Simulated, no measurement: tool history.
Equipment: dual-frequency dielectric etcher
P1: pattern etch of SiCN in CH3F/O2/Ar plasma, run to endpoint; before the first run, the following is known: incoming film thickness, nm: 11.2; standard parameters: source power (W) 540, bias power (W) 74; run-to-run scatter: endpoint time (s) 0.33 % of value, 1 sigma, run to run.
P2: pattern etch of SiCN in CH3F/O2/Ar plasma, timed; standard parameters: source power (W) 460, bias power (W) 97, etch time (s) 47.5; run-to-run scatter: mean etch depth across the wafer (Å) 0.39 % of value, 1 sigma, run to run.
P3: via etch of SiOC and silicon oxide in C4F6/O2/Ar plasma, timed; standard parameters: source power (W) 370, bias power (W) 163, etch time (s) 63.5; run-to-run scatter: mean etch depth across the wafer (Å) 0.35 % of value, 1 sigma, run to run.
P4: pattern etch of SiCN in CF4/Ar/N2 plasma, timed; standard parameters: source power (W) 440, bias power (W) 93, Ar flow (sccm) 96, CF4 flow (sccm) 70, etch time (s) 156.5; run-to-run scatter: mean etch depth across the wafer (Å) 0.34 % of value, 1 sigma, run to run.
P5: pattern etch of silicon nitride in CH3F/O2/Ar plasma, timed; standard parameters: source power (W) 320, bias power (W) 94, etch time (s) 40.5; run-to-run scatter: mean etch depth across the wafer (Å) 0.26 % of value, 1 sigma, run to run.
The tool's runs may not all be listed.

run,day,process that ran,source power (W),bias power (W),Ar flow (sccm),CF4 flow (sccm),etch time (s),hours since the last wet clean,hours since the last source power generator calibration,hours since the last bias power generator calibration,endpoint time (s),mean etch depth across the wafer (Å)
1,0.279,P1,540,74,,,,373.8,711.0,1473.1,26.073,
2,0.462,P1,540,74,,,,378.2,715.4,1477.5,26.205,
3,0.692,P4,440,93,96,90,156.5,383.7,720.9,1483.0,,1445.70
4,0.912,P3,240,163,,,63.5,389.0,726.2,1488.3,,590.30
5,1.092,P5,320,94,,,40.5,393.3,730.5,1492.6,,279.67
6,1.383,P4,440,118,96,70,156.5,400.3,737.5,1499.6,,1518.70
7,1.650,P5,200,94,,,40.5,406.7,743.9,1506.0,,235.82
8,1.862,P5,320,94,,,40.5,411.8,749.0,1511.1,,279.48
9,2.029,P1,730,74,,,,415.8,753.0,1515.1,23.282,
10,2.229,P3,370,163,,,63.5,420.6,757.8,1519.9,,699.03
11,2.404,P4,440,93,96,70,217.0,424.8,762.0,1524.1,,1925.90
12,2.646,P1,540,74,,,,430.6,767.8,1529.9,26.055,
13,2.908,P4,570,93,96,70,156.5,436.9,774.1,1536.2,,1738.40
14,3.300,P1,540,103,,,,446.3,783.5,1545.6,23.170,
15,3.533,P1,540,54,,,,451.9,789.1,1551.2,28.983,
16,3.762,P1,540,74,,,,457.4,794.6,1556.7,26.122,
17,4.000,P4,440,93,96,70,156.5,463.1,800.3,1562.4,,1387.70
18,4.371,P1,400,93,,,,472.0,809.2,1571.3,27.009,
19,4.667,P1,540,74,,,,479.1,816.3,1578.4,26.178,
20,4.996,P3,370,206,,,63.5,487.0,824.2,1586.3,,750.17
21,5.233,P1,750,49,,,,492.7,829.9,1592.0,26.412,
22,5.450,P5,320,94,,,23.5,497.9,835.1,1597.2,,162.61
23,5.683,P2,460,58,,,47.5,503.5,840.7,1602.8,,169.71
24,5.929,P2,460,97,,,47.5,509.4,846.6,1608.7,,204.33
25,6.246,P4,440,93,96,70,156.5,517.0,854.2,1616.3,,1385.00
26,6.600,P2,460,97,,,65.5,525.5,862.7,1624.8,,280.54
27,6.883,P4,440,93,70,70,156.5,532.3,869.5,1631.6,,1451.60
28,7.175,P2,460,97,,,47.5,539.3,876.5,1638.6,,202.00
29,7.521,P1,420,74,,,,547.6,884.8,1646.9,28.632,
30,7.817,P2,660,97,,,47.5,554.7,891.9,1654.0,,232.58
31,8.183,P3,370,163,,,93.0,563.5,900.7,1662.8,,1017.10
32,8.383,P5,320,119,,,40.5,568.3,905.5,1667.6,,306.26
33,8.775,P1,540,74,,,,577.7,914.9,1677.0,26.076,
34,9.146,P1,540,74,,,,586.6,923.8,1685.9,25.873,
35,9.367,P1,540,74,,,,591.9,929.1,1691.2,25.899,
36,9.550,P1,540,74,,,,596.3,933.5,1695.6,25.831,
# day 9.825: wet clean of the chamber
37,9.871,P1,540,74,,,,1.2,941.2,1703.3,25.750,
38,10.162,P1,540,74,,,,8.2,948.2,1710.3,25.888,
39,10.350,P1,540,74,,,,12.7,952.7,1714.8,25.797,
40,10.704,P1,540,74,,,,21.2,961.2,1723.3,25.820,

P1 has crept away from where it was. The log is fitted equally well by each of these 2 causes, at the sizes shown:
A: source power that arrives over what is set, % = 4.52
B: bias power that arrives over what is set, % = 4.9
The drift started at roughly day 8.775.
What rules out each remaining cause:
chamber walls in a state that raises the etch rate, %: work on it at day 9.825, done after the drift set in, did not restore what the process gave before

Which of the 4 check runs listed below, each an average over 2 wafers with its results shown as question marks, gives clearly different results under the different listed causes?
check 1,11.058,P4,440,93,80,70,156.5,,,,,?
check 2,11.058,P5,320,94,,,23.5,,,,,?
check 3,11.058,P2,460,72,,,47.5,,,,,?
check 4,11.058,P3,370,200,,,90.5,,,,,?

What every check run would give for each of its results, assuming each possible cause in turn:
check,result,if A,if B
check 1,mean etch depth across the wafer (Å),1482.50,1450.60
check 2,mean etch depth across the wafer (Å),165.66,165.86
check 3,mean etch depth across the wafer (Å),185.38,185.40
check 4,mean etch depth across the wafer (Å),1078.50,1077.30
Per check, the gap between the least separated pair of causes, taken in the result that splits them most: check 1 2.17 %; check 2 0.12 %; check 3 0.01 %; check 4 0.11 %
The other checks would show nearly matching results whichever cause is true, so check 1 is the only one that separates the causes.

Check 1 was then run and gave: mean etch depth across the wafer (Å) 1452.70. Which cause is it?

The cause is B: bias power that arrives over what is set, %.
